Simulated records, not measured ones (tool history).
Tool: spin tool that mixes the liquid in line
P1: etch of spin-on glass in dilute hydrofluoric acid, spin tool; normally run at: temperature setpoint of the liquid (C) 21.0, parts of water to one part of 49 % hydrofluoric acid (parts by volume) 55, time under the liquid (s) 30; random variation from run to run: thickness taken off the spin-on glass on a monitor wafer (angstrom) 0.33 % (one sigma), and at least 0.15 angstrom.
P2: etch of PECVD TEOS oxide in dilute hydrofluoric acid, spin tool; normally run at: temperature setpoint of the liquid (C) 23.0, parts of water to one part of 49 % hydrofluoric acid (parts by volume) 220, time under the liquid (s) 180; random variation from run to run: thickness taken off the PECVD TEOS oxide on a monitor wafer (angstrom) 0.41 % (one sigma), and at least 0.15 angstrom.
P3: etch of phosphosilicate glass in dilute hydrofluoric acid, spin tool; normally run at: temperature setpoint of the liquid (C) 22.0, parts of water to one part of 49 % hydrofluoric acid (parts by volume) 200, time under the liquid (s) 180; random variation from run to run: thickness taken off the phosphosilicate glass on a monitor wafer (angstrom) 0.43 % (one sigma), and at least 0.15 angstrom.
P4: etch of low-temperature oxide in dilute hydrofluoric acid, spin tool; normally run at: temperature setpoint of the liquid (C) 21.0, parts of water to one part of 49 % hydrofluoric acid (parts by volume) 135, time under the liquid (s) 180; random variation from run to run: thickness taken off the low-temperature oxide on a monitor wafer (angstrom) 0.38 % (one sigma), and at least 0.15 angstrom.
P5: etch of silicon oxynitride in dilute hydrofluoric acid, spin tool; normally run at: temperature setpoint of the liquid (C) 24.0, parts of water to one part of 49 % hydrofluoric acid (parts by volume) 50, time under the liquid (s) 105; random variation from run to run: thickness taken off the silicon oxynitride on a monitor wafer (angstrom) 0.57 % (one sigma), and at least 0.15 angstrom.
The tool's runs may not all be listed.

run   hour  process that ran  temperature setpoint of the liquid (C)  parts of water to one part of 49 % hydrofluoric acid (parts by volume)  time under the liquid (s)  hours since the thermometer was replaced  hours since the hydrofluoric acid flow meter was replaced  thickness taken off the spin-on glass on a monitor wafer (angstrom)  thickness taken off the low-temperature oxide on a monitor wafer (angstrom)  thickness taken off the phosphosilicate glass on a monitor wafer (angstrom)  thickness taken off the PECVD TEOS oxide on a monitor wafer (angstrom)  thickness taken off the silicon oxynitride on a monitor wafer (angstrom)
  1   12.5                P1                                    21.0                                                                      55                         30                                     425.0                                                      974.7                                                              159.280
  2   18.6                P4                                    21.0                                                                     135                        355                                     431.1                                                      980.8                                                                                                                                            244.91
  3   24.4                P1                                    17.0                                                                      20                         30                                     436.9                                                      986.6                                                              384.140
  4   37.5                P1                                    21.0                                                                      20                         30                                     450.0                                                      999.7                                                              459.080
  5   50.4                P4                                    21.0                                                                     135                        180                                     462.9                                                     1012.6                                                                                                                                            123.68
  6   61.0                P3                                    22.0                                                                      35                        180                                     473.5                                                     1023.2                                                                                                                                                                                                                       3049.300
  7   72.3                P2                                    29.5                                                                     220                        180                                     484.8                                                     1034.5                                                                                                                                                                                                                                                                                                 88.100
  8   78.2                P1                                    29.0                                                                      55                         30                                     490.7                                                     1040.4                                                              220.090
  9   89.6                P1                                    21.0                                                                      55                         30                                     502.1                                                     1051.8                                                              158.580
 10  102.6                P4                                    21.0                                                                     135                        180                                     515.1                                                     1064.8                                                                                                                                            122.97
 11  114.4                P5                                    24.0                                                                      50                        205                                     526.9                                                     1076.6                                                                                                                                                                                                                                                                                                                                                                          202.310
     116.3  -- thermometer replaced
 12  123.6                P2                                    23.0                                                                     220                        180                                       7.4                                                     1085.8                                                                                                                                                                                                                                                                                                 69.739
 13  136.1                P3                                    22.0                                                                     200                        180                                      19.9                                                     1098.3                                                                                                                                                                                                                        447.830
 14  148.5                P5                                    24.0                                                                      85                        105                                      32.3                                                     1110.7                                                                                                                                                                                                                                                                                                                                                                           58.802
 15  159.7                P3                                    22.0                                                                     200                         25                                      43.5                                                     1121.9                                                                                                                                                                                                                         61.211
 16  168.2                P3                                    22.0                                                                     200                        180                                      52.0                                                     1130.4                                                                                                                                                                                                                        444.530
 17  174.0                P4                                    21.0                                                                      25                        180                                      57.8                                                     1136.2                                                                                                                                            757.05
 18  181.4                P1                                    21.0                                                                      55                         15                                      65.2                                                     1143.6                                                               79.843
 19  191.3                P1                                    21.0                                                                      55                         30                                      75.1                                                     1153.5                                                              159.590
 20  203.2                P1                                    21.0                                                                      95                         30                                      87.0                                                     1165.4                                                               87.243
 21  214.3                P2                                    23.0                                                                     220                        325                                      98.1                                                     1176.5                                                                                                                                                                                                                                                                                                126.290
 22  225.8                P1                                    17.0                                                                      55                         30                                     109.6                                                     1188.0                                                              134.910
 23  232.6                P1                                    21.0                                                                      55                         30                                     116.4                                                     1194.8                                                              160.360

Forecast run 24:
 24  242.2                P5                                    24.0                                                                      50                        105                                     126.0                                                     1204.4                                                                                                                                                                                                                                                                                                                                                                                ?

thickness taken off the silicon oxynitride on a monitor wafer (angstrom): 103.380
